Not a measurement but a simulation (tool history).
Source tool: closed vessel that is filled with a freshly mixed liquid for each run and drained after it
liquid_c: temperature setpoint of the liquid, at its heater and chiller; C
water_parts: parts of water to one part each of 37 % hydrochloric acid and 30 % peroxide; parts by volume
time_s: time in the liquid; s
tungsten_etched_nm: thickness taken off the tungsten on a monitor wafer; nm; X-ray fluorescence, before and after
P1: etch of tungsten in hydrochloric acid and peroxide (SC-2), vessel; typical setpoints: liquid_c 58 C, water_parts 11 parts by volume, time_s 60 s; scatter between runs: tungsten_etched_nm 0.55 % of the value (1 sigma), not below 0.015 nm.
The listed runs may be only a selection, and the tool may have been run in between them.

| run | hour | liquid_c | water_parts | time_s | hours since the thermometer was replaced | hours since the chemicals flow meter was replaced | hours since the drum of peroxide was connected | tungsten_etched_nm |
|---|---|---|---|---|---|---|---|---|
| 1 | 15.9 | 58 | 11 | 60 | 337.4 | 407.4 | 1054.1 | 28.012 |
| 2 | 29.2 | 58 | 20 | 60 | 350.7 | 420.7 | 1067.4 | 16.662 |
| 3 | 43.1 | 58 | 11 | 30 | 364.6 | 434.6 | 1081.3 | 14.071 |
| 4 | 52.7 | 58 | 11 | 60 | 374.2 | 444.2 | 1090.9 | 27.974 |
| 5 | 63.6 | 42.5 | 11 | 60 | 385.1 | 455.1 | 1101.8 | 9.8784 |
| 6 | 79 | 58 | 11 | 60 | 400.5 | 470.5 | 1117.2 | 28.062 |
|  | 89.2 | new drum of peroxide connected |
| 7 | 91.4 | 58 | 11 | 60 | 412.9 | 482.9 | 2.3 | 27.914 |
| 8 | 106.8 | 58 | 4 | 60 | 428.3 | 498.3 | 17.7 | 60.533 |
| 9 | 123 | 58 | 11 | 60 | 444.5 | 514.5 | 33.9 | 28.305 |
| 10 | 136.1 | 72 | 11 | 60 | 457.6 | 527.6 | 47 | 65.617 |
| 11 | 150.5 | 58 | 11 | 60 | 472 | 542 | 61.4 | 27.876 |
| 12 | 161 | 58 | 4 | 115 | 482.5 | 552.5 | 71.9 | 117.24 |
| 13 | 177.9 | 58 | 11 | 60 | 499.4 | 569.4 | 88.8 | 28.372 |
| 14 | 188.4 | 58 | 11 | 105 | 509.9 | 579.9 | 99.3 | 49.162 |
| 15 | 198.9 | 58 | 11 | 60 | 520.4 | 590.4 | 109.8 | 28.241 |
| 16 | 212.2 | 58 | 11 | 60 | 533.7 | 603.7 | 123.1 | 29.142 |
| 17 | 221.6 | 58 | 11 | 60 | 543.1 | 613.1 | 132.5 | 29.705 |
| 18 | 234.4 | 58 | 11 | 60 | 555.9 | 625.9 | 145.3 | 29.901 |
| 19 | 246.5 | 58 | 11 | 60 | 568 | 638 | 157.4 | 30.287 |
| 20 | 261.6 | 58 | 11 | 60 | 583.1 | 653.1 | 172.5 | 30.576 |
| 21 | 271.2 | 58 | 11 | 60 | 592.7 | 662.7 | 182.1 | 30.393 |
| 22 | 286.5 | 58 | 11 | 60 | 608 | 678 | 197.4 | 30.392 |

P1 no longer gives what it gave before; its output has crept away from where it was. The following 2 causes, each at its listed size, fit the log equally well:
A: liquid hotter than its thermometer reads (K) = 1.27
B: chemicals flow above the setpoint (%) = 9.96
Creep in the process output first set in at about hour 198.9.
The rest of the possible causes, and what rules out each one:
peroxide weaker than its label (%): limited to 8, which would change tungsten_etched_nm by -7.4 %, either short of the creep or opposite in sign

Each of the check runs listed below is run on 3 wafers and reports their average, with the results left as question marks. Pick the one under which the possible causes would lead to clearly different results.
| check 1 | 301.8 | 48.5 | 11 | 60 |  |  |  | ? |
| check 2 | 301.8 | 71 | 11 | 105 |  |  |  | ? |
| check 3 | 301.8 | 58 | 19 | 105 |  |  |  | ? |
| check 4 | 301.8 | 45 | 4.5 | 60 |  |  |  | ? |

Predicted outcomes, by check and by cause:
| check | result | if A | if B |
|---|---|---|---|
| check 1 | tungsten_etched_nm | 16.47 | 16.381 |
| check 2 | tungsten_etched_nm | 117.41 | 118.04 |
| check 3 | tungsten_etched_nm | 33.043 | 33.214 |
| check 4 | tungsten_etched_nm | 26.009 | 25.438 |
Per check, the gap between the least separated pair of causes, taken in the result that splits them most: check 1 0.54 %; check 2 0.53 %; check 3 0.52 %; check 4 2.22 %
The other checks would show nearly matching results whichever cause is true, so check 4 is the only one that separates the causes.

Running check 4 produced the following: tungsten_etched_nm 26.025 nm. Which one of the listed causes fits?

It was cause A: liquid hotter than its thermometer reads (K).
